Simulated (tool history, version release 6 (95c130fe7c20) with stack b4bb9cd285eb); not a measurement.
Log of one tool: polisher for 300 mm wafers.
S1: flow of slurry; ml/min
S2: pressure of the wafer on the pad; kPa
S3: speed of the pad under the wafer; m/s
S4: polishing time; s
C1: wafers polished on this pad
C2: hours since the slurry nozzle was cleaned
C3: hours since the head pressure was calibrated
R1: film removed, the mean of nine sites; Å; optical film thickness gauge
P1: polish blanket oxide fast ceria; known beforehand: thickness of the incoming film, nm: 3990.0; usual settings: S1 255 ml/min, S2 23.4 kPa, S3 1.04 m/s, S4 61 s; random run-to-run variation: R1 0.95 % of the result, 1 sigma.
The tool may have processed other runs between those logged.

Run 1, hour 4.6: S1 255 ml/min, S2 23.4 kPa, S3 1.04 m/s, S4 61 s; C1 873; C2 545.1; C3 225.1. Result: R1 10389.0 Å.
Run 2, hour 11.7: S1 255 ml/min, S2 23.4 kPa, S3 1.04 m/s, S4 61 s; C1 957; C2 552.2; C3 232.2. Result: R1 10284.0 Å.
Run 3, hour 15.7: S1 255 ml/min, S2 10.3 kPa, S3 1.04 m/s, S4 61 s; C1 1005; C2 556.2; C3 236.2. Result: R1 4545.0 Å.
Run 4, hour 22.2: S1 255 ml/min, S2 23.4 kPa, S3 1.04 m/s, S4 61 s; C1 1081; C2 562.7; C3 242.7. Result: R1 10191.0 Å.
Run 5, hour 26.5: S1 255 ml/min, S2 15.2 kPa, S3 1.46 m/s, S4 61 s; C1 1132; C2 567.0; C3 247.0. Result: R1 9385.2 Å.
Run 6, hour 33.8: S1 155 ml/min, S2 23.4 kPa, S3 1.04 m/s, S4 61 s; C1 1218; C2 574.3; C3 254.3. Result: R1 9506.7 Å.
Run 7, hour 38.5: S1 255 ml/min, S2 23.4 kPa, S3 1.04 m/s, S4 31 s; C1 1274; C2 579.0; C3 259.0. Result: R1 5242.0 Å.
Run 8, hour 47.2: S1 255 ml/min, S2 23.4 kPa, S3 1.04 m/s, S4 61 s; C1 1377; C2 587.7; C3 267.7. Result: R1 10317.0 Å.
Run 9, hour 53.1: S1 255 ml/min, S2 23.4 kPa, S3 1.64 m/s, S4 61 s; C1 1446; C2 593.6; C3 273.6. Result: R1 16438.0 Å.
Run 10, hour 61.6: S1 255 ml/min, S2 23.4 kPa, S3 1.04 m/s, S4 61 s; C1 1547; C2 602.1; C3 282.1. Result: R1 10531.0 Å.
Run 11, hour 68.7: S1 255 ml/min, S2 13.1 kPa, S3 1.04 m/s, S4 42 s; C1 1630; C2 609.2; C3 289.2. Result: R1 3922.2 Å.
Run 12, hour 76.7: S1 255 ml/min, S2 31.0 kPa, S3 1.04 m/s, S4 61 s; C1 1725; C2 617.2; C3 297.2. Result: R1 13714.0 Å.
Run 13, hour 82.3: S1 255 ml/min, S2 23.4 kPa, S3 0.74 m/s, S4 61 s; C1 1791; C2 622.8; C3 302.8. Result: R1 7323.8 Å.
Run 14, hour 87.0: S1 390 ml/min, S2 23.4 kPa, S3 1.04 m/s, S4 61 s; C1 1847; C2 627.5; C3 307.5. Result: R1 10705.0 Å.
Run 15, hour 91.7: S1 255 ml/min, S2 23.4 kPa, S3 1.04 m/s, S4 61 s; C1 1902; C2 632.2; C3 312.2. Result: R1 10053.0 Å.
Run 16, hour 99.4: S1 255 ml/min, S2 23.4 kPa, S3 1.04 m/s, S4 80 s; C1 1993; C2 639.9; C3 319.9. Result: R1 13503.0 Å.
Run 17, hour 106.6: S1 255 ml/min, S2 23.4 kPa, S3 1.04 m/s, S4 61 s; C1 2078; C2 647.1; C3 327.1. Result: R1 10477.0 Å.
Run 18, hour 112.8: S1 255 ml/min, S2 23.4 kPa, S3 1.04 m/s, S4 61 s; C1 2151; C2 653.3; C3 333.3. Result: R1 9936.4 Å.
Run 19, hour 120.9: S1 255 ml/min, S2 23.4 kPa, S3 1.04 m/s, S4 61 s; C1 2247; C2 661.4; C3 341.4. Result: R1 9823.2 Å.
Run 20, hour 125.1: S1 255 ml/min, S2 23.4 kPa, S3 1.04 m/s, S4 61 s; C1 2297; C2 665.6; C3 345.6. Result: R1 9814.8 Å.
Run 21, hour 133.4: S1 255 ml/min, S2 23.4 kPa, S3 1.04 m/s, S4 61 s; C1 2395; C2 673.9; C3 353.9. Result: R1 9610.2 Å.
Run 22, hour 138.0: S1 255 ml/min, S2 23.4 kPa, S3 1.04 m/s, S4 61 s; C1 2449; C2 678.5; C3 358.5. Result: R1 9735.0 Å.
Run 23, hour 144.3: S1 255 ml/min, S2 23.4 kPa, S3 1.04 m/s, S4 61 s; C1 2523; C2 684.8; C3 364.8. Result: R1 9761.2 Å.
At hour 150.3: worn pad replaced by a new one.
Run 24, hour 150.3: S1 255 ml/min, S2 23.4 kPa, S3 1.04 m/s, S4 61 s; C1 0; C2 690.8; C3 370.8. Result: R1 9574.6 Å.
Run 25, hour 158.7: S1 255 ml/min, S2 23.4 kPa, S3 1.04 m/s, S4 61 s; C1 99; C2 699.2; C3 379.2. Result: R1 9562.6 Å.
Run 26, hour 162.4: S1 255 ml/min, S2 23.4 kPa, S3 1.04 m/s, S4 61 s; C1 143; C2 702.9; C3 382.9. Result: R1 9747.5 Å.
Run 27, hour 166.4: S1 255 ml/min, S2 23.4 kPa, S3 1.04 m/s, S4 61 s; C1 190; C2 706.9; C3 386.9. Result: R1 9646.1 Å.
Run 28, hour 170.8: S1 255 ml/min, S2 23.4 kPa, S3 1.04 m/s, S4 61 s; C1 242; C2 711.3; C3 391.3. Result: R1 9617.6 Å.

The output of P1 has drifted from where it used to be. Each of the 2 causes below, taken at the size shown beside it, accounts for the log equally well:
A: slurry flow missing at the pad, % = 38.4
B: head's pressure below its setpoint, % = 6.27
Onset of the creep was near hour 106.6.
Other possible causes, and why each is ruled out:
removal rate lost through wear of the pad, %: serviced at hour 150.3, after the drift had started, without restoring the earlier output

Consider the 4 check runs below, whose results appear as question marks and each of which averages 5 wafers. Which one distinguishes the causes, in that each cause would give it a clearly different result?
Run check 1, hour 175.2: S1 155 ml/min, S2 16.5 kPa, S3 1.04 m/s, S4 61 s. Result: R1 ?.
Run check 2, hour 175.2: S1 255 ml/min, S2 13.1 kPa, S3 1.04 m/s, S4 61 s. Result: R1 ?.
Run check 3, hour 175.2: S1 255 ml/min, S2 23.4 kPa, S3 1.48 m/s, S4 36 s. Result: R1 ?.
Run check 4, hour 175.2: S1 255 ml/min, S2 11.0 kPa, S3 1.04 m/s, S4 61 s. Result: R1 ?.

What each check would give under each cause:
  check  result    if A    if B
check 1      R1  6141.1  6376.9
check 2      R1  5398.1  5398.0
check 3      R1  8112.8  8112.6
check 4      R1  4545.8  4545.7
How far apart the two closest causes lie, in the result that separates them most: check 1 3.77 %; check 2 0 %; check 3 0 %; check 4 0 %
The other checks would show nearly matching results whichever cause is true, so check 1 is the only one that separates the causes.

With check 1 done, the readings were: R1 6388.1 Å. Identify which of the listed causes applies.

B is the cause: head's pressure below its setpoint, %.
